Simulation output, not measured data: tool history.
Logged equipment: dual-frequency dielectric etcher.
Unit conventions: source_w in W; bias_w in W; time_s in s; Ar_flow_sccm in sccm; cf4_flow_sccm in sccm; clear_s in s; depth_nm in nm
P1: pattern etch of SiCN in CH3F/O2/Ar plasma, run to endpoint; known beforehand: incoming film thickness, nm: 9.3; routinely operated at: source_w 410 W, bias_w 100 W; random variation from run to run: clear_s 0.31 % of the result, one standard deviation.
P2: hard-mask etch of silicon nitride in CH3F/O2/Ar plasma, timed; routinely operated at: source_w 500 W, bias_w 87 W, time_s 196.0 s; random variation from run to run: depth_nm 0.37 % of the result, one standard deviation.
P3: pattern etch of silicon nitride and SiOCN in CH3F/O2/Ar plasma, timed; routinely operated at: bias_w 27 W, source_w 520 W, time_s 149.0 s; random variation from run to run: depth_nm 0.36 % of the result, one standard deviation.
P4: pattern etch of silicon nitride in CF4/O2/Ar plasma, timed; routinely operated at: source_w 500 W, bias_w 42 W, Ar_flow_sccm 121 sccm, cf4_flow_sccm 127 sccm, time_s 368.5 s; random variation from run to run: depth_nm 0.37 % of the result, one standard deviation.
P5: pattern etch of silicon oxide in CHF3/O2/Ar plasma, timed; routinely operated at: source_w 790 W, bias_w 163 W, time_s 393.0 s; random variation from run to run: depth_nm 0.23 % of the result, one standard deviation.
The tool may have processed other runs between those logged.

{"run": 1, "hour": 9.5, "process": "P1", "source_w": 410, "bias_w": 100, "clear_s": 22.161}
{"run": 2, "hour": 14.9, "process": "P1", "source_w": 410, "bias_w": 100, "clear_s": 22.181}
{"run": 3, "hour": 24.3, "process": "P5", "source_w": 790, "bias_w": 215, "time_s": 393.0, "depth_nm": 962.14}
{"run": 4, "hour": 30.4, "process": "P1", "source_w": 280, "bias_w": 100, "clear_s": 25.611}
{"run": 5, "hour": 37.6, "process": "P4", "source_w": 690, "bias_w": 42, "time_s": 368.5, "Ar_flow_sccm": 121, "cf4_flow_sccm": 127, "depth_nm": 853.86}
{"hour": 47.5, "done": "wet clean of the chamber"}
{"run": 6, "hour": 48.0, "process": "P3", "source_w": 520, "bias_w": 27, "time_s": 149.0, "depth_nm": 23.965}
{"run": 7, "hour": 58.3, "process": "P1", "source_w": 410, "bias_w": 100, "clear_s": 22.283}
{"run": 8, "hour": 65.8, "process": "P4", "source_w": 500, "bias_w": 42, "time_s": 368.5, "Ar_flow_sccm": 72, "cf4_flow_sccm": 127, "depth_nm": 686.98}
{"run": 9, "hour": 70.8, "process": "P1", "source_w": 540, "bias_w": 135, "clear_s": 17.894}
{"run": 10, "hour": 82.2, "process": "P5", "source_w": 790, "bias_w": 163, "time_s": 498.0, "depth_nm": 1110.6}
{"run": 11, "hour": 93.5, "process": "P4", "source_w": 500, "bias_w": 42, "time_s": 368.5, "Ar_flow_sccm": 121, "cf4_flow_sccm": 127, "depth_nm": 644.12}
{"run": 12, "hour": 103.0, "process": "P5", "source_w": 490, "bias_w": 163, "time_s": 393.0, "depth_nm": 730.75}
{"run": 13, "hour": 109.0, "process": "P1", "source_w": 570, "bias_w": 100, "clear_s": 19.748}
{"run": 14, "hour": 114.4, "process": "P1", "source_w": 410, "bias_w": 79, "clear_s": 24.289}
{"run": 15, "hour": 120.2, "process": "P3", "source_w": 360, "bias_w": 27, "time_s": 149.0, "depth_nm": 21.208}
{"run": 16, "hour": 129.6, "process": "P2", "source_w": 500, "bias_w": 54, "time_s": 196.0, "depth_nm": 130.43}
{"run": 17, "hour": 139.0, "process": "P4", "source_w": 500, "bias_w": 42, "time_s": 368.5, "Ar_flow_sccm": 121, "cf4_flow_sccm": 152, "depth_nm": 665.95}
{"run": 18, "hour": 144.4, "process": "P3", "source_w": 520, "bias_w": 27, "time_s": 211.0, "depth_nm": 34.065}
{"run": 19, "hour": 153.9, "process": "P4", "source_w": 500, "bias_w": 30, "time_s": 368.5, "Ar_flow_sccm": 121, "cf4_flow_sccm": 127, "depth_nm": 573.88}
{"run": 20, "hour": 164.2, "process": "P1", "source_w": 320, "bias_w": 136, "clear_s": 21.675}
{"run": 21, "hour": 173.3, "process": "P2", "source_w": 500, "bias_w": 87, "time_s": 196.0, "depth_nm": 153.68}
{"run": 22, "hour": 184.8, "process": "P1", "source_w": 410, "bias_w": 100, "clear_s": 22.258}
{"run": 23, "hour": 194.7, "process": "P2", "source_w": 360, "bias_w": 87, "time_s": 196.0, "depth_nm": 135.06}
{"run": 24, "hour": 203.0, "process": "P4", "source_w": 500, "bias_w": 42, "time_s": 528.0, "Ar_flow_sccm": 121, "cf4_flow_sccm": 127, "depth_nm": 921.88}
{"run": 25, "hour": 209.2, "process": "P2", "source_w": 500, "bias_w": 87, "time_s": 280.5, "depth_nm": 220.94}
{"run": 26, "hour": 215.7, "process": "P1", "source_w": 410, "bias_w": 100, "clear_s": 22.308}
{"run": 27, "hour": 222.5, "process": "P5", "source_w": 790, "bias_w": 163, "time_s": 393.0, "depth_nm": 878.85}
{"run": 28, "hour": 231.7, "process": "P1", "source_w": 410, "bias_w": 140, "clear_s": 19.623}
{"run": 29, "hour": 243.2, "process": "P3", "source_w": 520, "bias_w": 22, "time_s": 149.0, "depth_nm": 21.901}
{"run": 30, "hour": 251.3, "process": "P1", "source_w": 410, "bias_w": 100, "clear_s": 22.245}
{"run": 31, "hour": 259.2, "process": "P1", "source_w": 410, "bias_w": 100, "clear_s": 22.466}
{"run": 32, "hour": 270.1, "process": "P1", "source_w": 410, "bias_w": 100, "clear_s": 22.547}
{"run": 33, "hour": 275.1, "process": "P1", "source_w": 410, "bias_w": 100, "clear_s": 22.408}
{"run": 34, "hour": 282.8, "process": "P1", "source_w": 410, "bias_w": 100, "clear_s": 22.622}
{"hour": 287.7, "done": "wet clean of the chamber"}
{"run": 35, "hour": 288.7, "process": "P1", "source_w": 410, "bias_w": 100, "clear_s": 22.544}
{"run": 36, "hour": 297.9, "process": "P1", "source_w": 410, "bias_w": 100, "clear_s": 22.688}
{"run": 37, "hour": 303.9, "process": "P1", "source_w": 410, "bias_w": 100, "clear_s": 22.673}
{"run": 38, "hour": 311.7, "process": "P1", "source_w": 410, "bias_w": 100, "clear_s": 22.582}
{"run": 39, "hour": 321.2, "process": "P1", "source_w": 410, "bias_w": 100, "clear_s": 22.605}
{"run": 40, "hour": 327.2, "process": "P1", "source_w": 410, "bias_w": 100, "clear_s": 22.639}

The log shows P1 creeping away from where it was. Any of the 2 causes listed here, at the size stated for it, fits the log just as well as the others:
A: bias power that arrives under what is set, % = 4.03
B: source power that arrives under what is set, % = 4.1
The onset of the drift is placed at about hour 251.3.
What rules out each remaining cause:
chamber walls in a state that lowers the etch rate, %: serviced at hour 287.7, after the drift had started, without restoring the earlier output

The list below offers 4 check runs, each averaging the results of 2 wafers, and shows each result as a question mark. For which of them would the listed causes give clearly different results?
{"run": "check 1", "hour": 333.2, "process": "P5", "source_w": 790, "bias_w": 189, "time_s": 393.0, "depth_nm": "?"}
{"run": "check 2", "hour": 333.2, "process": "P3", "source_w": 520, "bias_w": 22, "time_s": 149.0, "depth_nm": "?"}
{"run": "check 3", "hour": 333.2, "process": "P4", "source_w": 500, "bias_w": 42, "time_s": 524.0, "Ar_flow_sccm": 94, "cf4_flow_sccm": 127, "depth_nm": "?"}
{"run": "check 4", "hour": 333.2, "process": "P2", "source_w": 500, "bias_w": 58, "time_s": 253.5, "depth_nm": "?"}

How each check would come out, cause by cause:
check=check_1 result=depth_nm if_A=910.200 if_B=908.010
check=check_2 result=depth_nm if_A=21.566 if_B=21.636
check=check_3 result=depth_nm if_A=933.490 if_B=912.600
check=check_4 result=depth_nm if_A=170.690 if_B=170.160
Separation of the two closest causes in each check, using whichever result separates them best: check 1 0.24 %; check 2 0.32 %; check 3 2.26 %; check 4 0.31 %
Only in check 3 would the causes give clearly different results; in the remaining checks their results would be nearly the same.

Check 3 has now been run. It gave: depth_nm 910.760 nm. Which of the candidate causes is it?

Of the candidate causes, it is B: source power that arrives under what is set, %.
